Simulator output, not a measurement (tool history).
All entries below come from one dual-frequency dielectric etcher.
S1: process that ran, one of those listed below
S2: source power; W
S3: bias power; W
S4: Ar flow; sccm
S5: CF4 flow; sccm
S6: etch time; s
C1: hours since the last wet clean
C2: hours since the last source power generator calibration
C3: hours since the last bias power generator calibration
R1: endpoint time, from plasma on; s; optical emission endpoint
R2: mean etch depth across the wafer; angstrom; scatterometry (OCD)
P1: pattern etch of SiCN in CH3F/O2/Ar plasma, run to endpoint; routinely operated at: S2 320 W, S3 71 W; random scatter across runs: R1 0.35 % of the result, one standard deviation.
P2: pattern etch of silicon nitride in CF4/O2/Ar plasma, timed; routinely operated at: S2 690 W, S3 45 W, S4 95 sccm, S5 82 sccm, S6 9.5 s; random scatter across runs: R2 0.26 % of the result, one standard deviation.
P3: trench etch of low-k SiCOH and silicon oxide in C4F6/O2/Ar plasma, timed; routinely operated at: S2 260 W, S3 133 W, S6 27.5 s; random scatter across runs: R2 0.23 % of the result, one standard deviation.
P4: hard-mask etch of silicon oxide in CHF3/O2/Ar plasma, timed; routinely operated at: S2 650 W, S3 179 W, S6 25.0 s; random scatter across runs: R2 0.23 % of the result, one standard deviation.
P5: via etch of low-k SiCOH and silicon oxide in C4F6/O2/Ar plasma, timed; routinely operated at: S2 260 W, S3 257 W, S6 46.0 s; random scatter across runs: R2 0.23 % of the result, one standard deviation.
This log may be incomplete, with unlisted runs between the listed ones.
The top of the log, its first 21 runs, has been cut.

Run 22, hour 101.1: S1 P4, S2 650 W, S3 179 W, S6 25.0 s; C1 520.0; C2 1387.6; C3 1303.3. Result: R2 498.32 angstrom.
Run 23, hour 107.0: S1 P3, S2 260 W, S3 176 W, S6 27.5 s; C1 525.9; C2 1393.5; C3 1309.2. Result: R2 711.66 angstrom.
Run 24, hour 111.8: S1 P1, S2 220 W, S3 71 W; C1 530.7; C2 1398.3; C3 1314.0. Result: R1 23.557 s.
Run 25, hour 118.1: S1 P3, S2 160 W, S3 133 W, S6 27.5 s; C1 537.0; C2 1404.6; C3 1320.3. Result: R2 538.86 angstrom.
Run 26, hour 123.5: S1 P1, S2 430 W, S3 71 W; C1 542.4; C2 1410.0; C3 1325.7. Result: R1 18.380 s.
Run 27, hour 128.6: S1 P1, S2 320 W, S3 71 W; C1 547.5; C2 1415.1; C3 1330.8. Result: R1 20.479 s.
Run 28, hour 132.8: S1 P1, S2 320 W, S3 71 W; C1 551.7; C2 1419.3; C3 1335.0. Result: R1 20.536 s.
Run 29, hour 139.2: S1 P1, S2 320 W, S3 50 W; C1 558.1; C2 1425.7; C3 1341.4. Result: R1 23.190 s.
Run 30, hour 143.0: S1 P1, S2 320 W, S3 71 W; C1 561.9; C2 1429.5; C3 1345.2. Result: R1 20.639 s.
Run 31, hour 147.1: S1 P1, S2 320 W, S3 71 W; C1 566.0; C2 1433.6; C3 1349.3. Result: R1 20.685 s.
Run 32, hour 153.0: S1 P1, S2 320 W, S3 71 W; C1 571.9; C2 1439.5; C3 1355.2. Result: R1 20.734 s.
Run 33, hour 159.4: S1 P1, S2 320 W, S3 71 W; C1 578.3; C2 1445.9; C3 1361.6. Result: R1 20.784 s.
Run 34, hour 164.4: S1 P1, S2 320 W, S3 71 W; C1 583.3; C2 1450.9; C3 1366.6. Result: R1 20.865 s.
At hour 164.7: wet clean of the chamber.
Run 35, hour 167.2: S1 P1, S2 320 W, S3 71 W; C1 2.6; C2 1453.7; C3 1369.4. Result: R1 21.030 s.

The next listed run, before its measurement:
Run 36, hour 170.4: S1 P1, S2 320 W, S3 71 W; C1 5.8; C2 1456.9; C3 1372.6. Result: R1 ?.

Logged for run 36: R1 20.963 s.

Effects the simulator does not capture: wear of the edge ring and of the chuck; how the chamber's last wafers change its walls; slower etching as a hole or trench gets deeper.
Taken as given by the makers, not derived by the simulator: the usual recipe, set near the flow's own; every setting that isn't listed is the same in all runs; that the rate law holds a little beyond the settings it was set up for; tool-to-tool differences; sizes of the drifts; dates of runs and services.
